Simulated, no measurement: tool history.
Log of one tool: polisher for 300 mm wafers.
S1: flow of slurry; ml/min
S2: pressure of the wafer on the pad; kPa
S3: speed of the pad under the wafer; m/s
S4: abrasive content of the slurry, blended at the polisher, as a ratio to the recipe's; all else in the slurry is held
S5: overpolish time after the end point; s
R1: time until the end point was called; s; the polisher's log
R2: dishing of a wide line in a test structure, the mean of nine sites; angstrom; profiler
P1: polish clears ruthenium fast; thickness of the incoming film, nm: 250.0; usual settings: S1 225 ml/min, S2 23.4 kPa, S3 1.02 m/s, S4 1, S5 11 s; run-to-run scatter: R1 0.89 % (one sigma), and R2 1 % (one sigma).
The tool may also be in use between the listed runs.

run,hour,S1,S2,S3,S4,S5,R1,R2
1,7.9,225,23.4,1.02,1,11,59.792,380.86
2,16,225,23.4,0.7,1,11,88.093,268.68
3,22.4,225,23.4,1.02,0.5,11,89.31,270.09
4,31.3,225,23.4,1.02,1,21,61.231,650.73
5,40.3,350,23.4,1.02,1,11,58.492,394.62
6,48.7,225,23.4,1.02,1,11,61.642,377.55
7,57.4,135,23.4,1.02,1,11,66.261,350.9
8,66.1,225,23.4,1.02,1.45,11,52.464,423.46
9,77.7,225,10.3,1.02,1,11,137.58,176.6
10,87.7,225,23.4,1.02,1,11,60.034,378.51
11,97.1,225,23.4,1.48,0.7,11,49.628,456.43
12,108.3,225,23.4,1.02,1,11,60.437,380.18
13,114,225,23.4,1.02,1,3,60.289,114.77
14,122.1,225,31,1.02,1,11,46.35,488.88
15,133.7,225,23.4,1.02,1,11,61.218,375.87
16,142.9,225,23.4,1.58,1,11,39.317,554.81
17,155.1,225,23.4,1.02,1,11,60.247,378.53
18,166.9,225,23.4,1.02,1,11,63.764,366.49
19,172.9,225,23.4,1.02,1,11,64.862,357
20,182.9,225,23.4,1.02,1,11,66.538,351.46
21,192,225,23.4,1.02,1,11,66.633,351.25
22,198.4,225,23.4,1.02,1,11,67.063,345.37
23,206.1,225,23.4,1.02,1,11,67.101,343.1

Forecast run 24:
# hour 210.9: head pressure recalibrated
# hour 211.2: slurry nozzle cleaned
24,215.9,225,23.4,1.02,1,11,?,?

Run 24 gave R1 66.961 s, R2 345.42 angstrom.
